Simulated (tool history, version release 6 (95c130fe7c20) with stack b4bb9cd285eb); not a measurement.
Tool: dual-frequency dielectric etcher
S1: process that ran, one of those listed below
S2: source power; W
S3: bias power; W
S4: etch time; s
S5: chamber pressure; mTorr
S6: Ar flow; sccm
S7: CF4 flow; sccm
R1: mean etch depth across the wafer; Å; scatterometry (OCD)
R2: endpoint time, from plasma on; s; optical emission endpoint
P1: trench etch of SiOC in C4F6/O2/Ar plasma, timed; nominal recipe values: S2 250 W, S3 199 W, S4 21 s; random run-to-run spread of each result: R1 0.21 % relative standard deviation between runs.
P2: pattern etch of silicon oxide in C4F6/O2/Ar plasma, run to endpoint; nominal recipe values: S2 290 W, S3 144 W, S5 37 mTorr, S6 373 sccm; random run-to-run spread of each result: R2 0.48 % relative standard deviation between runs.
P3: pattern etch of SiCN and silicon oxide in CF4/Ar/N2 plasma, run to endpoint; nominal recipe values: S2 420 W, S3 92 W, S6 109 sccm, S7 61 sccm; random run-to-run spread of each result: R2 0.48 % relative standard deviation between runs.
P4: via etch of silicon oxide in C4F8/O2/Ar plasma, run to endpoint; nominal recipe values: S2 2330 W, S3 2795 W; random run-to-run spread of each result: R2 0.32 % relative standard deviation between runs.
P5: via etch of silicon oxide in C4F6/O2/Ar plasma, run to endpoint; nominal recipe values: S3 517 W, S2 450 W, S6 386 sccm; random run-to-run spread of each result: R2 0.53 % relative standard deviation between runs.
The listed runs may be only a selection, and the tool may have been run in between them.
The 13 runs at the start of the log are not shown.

run,hour,S1,S2,S3,S4,S5,S6,S7,R1,R2
14,143.8,P4,2330,2795,,,,,,234.01
15,157.3,P5,630,517,,,386,,,22.967
16,169.5,P3,420,92,,,109,61,,10.721
17,184,P1,250,199,21,,,,387.89,
18,196.7,P4,2330,3555,,,,,,217.91
19,206.5,P3,420,92,,,109,82,,10.188
20,220.3,P2,290,86,,37,373,,,12.404
21,234.6,P3,420,92,,,109,61,,10.63

For run 22, what comes out?
22,248.1,P1,250,199,21,,,,?,

{"run 22": {"R1": 389.04}}
